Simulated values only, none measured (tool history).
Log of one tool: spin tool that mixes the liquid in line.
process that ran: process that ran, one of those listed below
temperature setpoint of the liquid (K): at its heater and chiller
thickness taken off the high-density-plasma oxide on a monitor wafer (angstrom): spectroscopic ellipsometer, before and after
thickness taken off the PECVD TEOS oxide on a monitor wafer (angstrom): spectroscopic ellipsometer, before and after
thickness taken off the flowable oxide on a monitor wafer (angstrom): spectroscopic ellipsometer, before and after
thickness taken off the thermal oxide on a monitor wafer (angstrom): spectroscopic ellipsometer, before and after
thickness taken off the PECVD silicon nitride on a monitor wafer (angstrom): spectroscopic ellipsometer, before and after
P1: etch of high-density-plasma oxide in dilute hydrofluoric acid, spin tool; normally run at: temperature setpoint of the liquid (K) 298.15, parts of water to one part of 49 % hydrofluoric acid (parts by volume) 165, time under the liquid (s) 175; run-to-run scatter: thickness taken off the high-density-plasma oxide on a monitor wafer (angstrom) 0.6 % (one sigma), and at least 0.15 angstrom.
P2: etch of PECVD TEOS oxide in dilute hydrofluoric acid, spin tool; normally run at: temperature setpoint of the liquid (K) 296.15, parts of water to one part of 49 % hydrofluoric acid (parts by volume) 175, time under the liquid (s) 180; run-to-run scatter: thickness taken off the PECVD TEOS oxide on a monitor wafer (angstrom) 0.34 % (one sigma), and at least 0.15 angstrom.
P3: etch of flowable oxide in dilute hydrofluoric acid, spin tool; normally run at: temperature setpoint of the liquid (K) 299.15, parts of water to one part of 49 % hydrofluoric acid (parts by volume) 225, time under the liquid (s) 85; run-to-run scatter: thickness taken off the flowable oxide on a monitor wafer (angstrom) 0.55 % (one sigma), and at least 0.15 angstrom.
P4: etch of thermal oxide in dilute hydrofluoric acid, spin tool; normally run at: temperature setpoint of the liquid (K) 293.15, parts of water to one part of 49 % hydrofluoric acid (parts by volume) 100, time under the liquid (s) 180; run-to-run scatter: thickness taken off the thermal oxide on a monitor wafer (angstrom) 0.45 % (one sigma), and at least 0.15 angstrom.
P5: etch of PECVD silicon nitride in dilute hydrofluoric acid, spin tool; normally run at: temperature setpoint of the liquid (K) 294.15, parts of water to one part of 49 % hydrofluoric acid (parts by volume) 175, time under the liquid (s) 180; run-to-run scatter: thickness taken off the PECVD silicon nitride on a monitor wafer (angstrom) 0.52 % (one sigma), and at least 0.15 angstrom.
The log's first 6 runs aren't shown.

run	hour	process that ran	temperature setpoint of the liquid (K)	parts of water to one part of 49 % hydrofluoric acid (parts by volume)	time under the liquid (s)	thickness taken off the high-density-plasma oxide on a monitor wafer (angstrom)	thickness taken off the PECVD TEOS oxide on a monitor wafer (angstrom)	thickness taken off the flowable oxide on a monitor wafer (angstrom)	thickness taken off the thermal oxide on a monitor wafer (angstrom)	thickness taken off the PECVD silicon nitride on a monitor wafer (angstrom)
7	74.3	P4	293.15	100	180				75.6080	
8	88.6	P1	292.15	165	310	75.6190				
9	101.2	P1	298.15	165	175	53.1560				
10	109.7	P1	298.15	165	20	6.1415				
11	124.6	P5	294.15	175	180					47.238
12	132.2	P2	296.15	240	180		161.130			
13	139.8	P1	298.15	165	175	52.7370				
14	152.0	P2	296.15	175	15		19.575			
15	161.1	P4	293.15	100	180				75.4020	
16	174.9	P1	298.15	165	285	87.3010				
17	187.9	P5	294.15	175	270					71.630
18	201.1	P4	293.15	100	15				6.3529	
19	212.4	P4	293.15	175	180				39.7590	
20	221.7	P5	290.15	175	180					36.406
21	230.8	P1	298.15	85	175	113.2100				
22	237.8	P1	298.15	290	175	25.8520				
23	251.6	P1	305.15	165	265	104.0100				

The next listed run, before its measurement:
24	261.7	P4	290.15	100	180				?	

thickness taken off the thermal oxide on a monitor wafer (angstrom): 66.5950
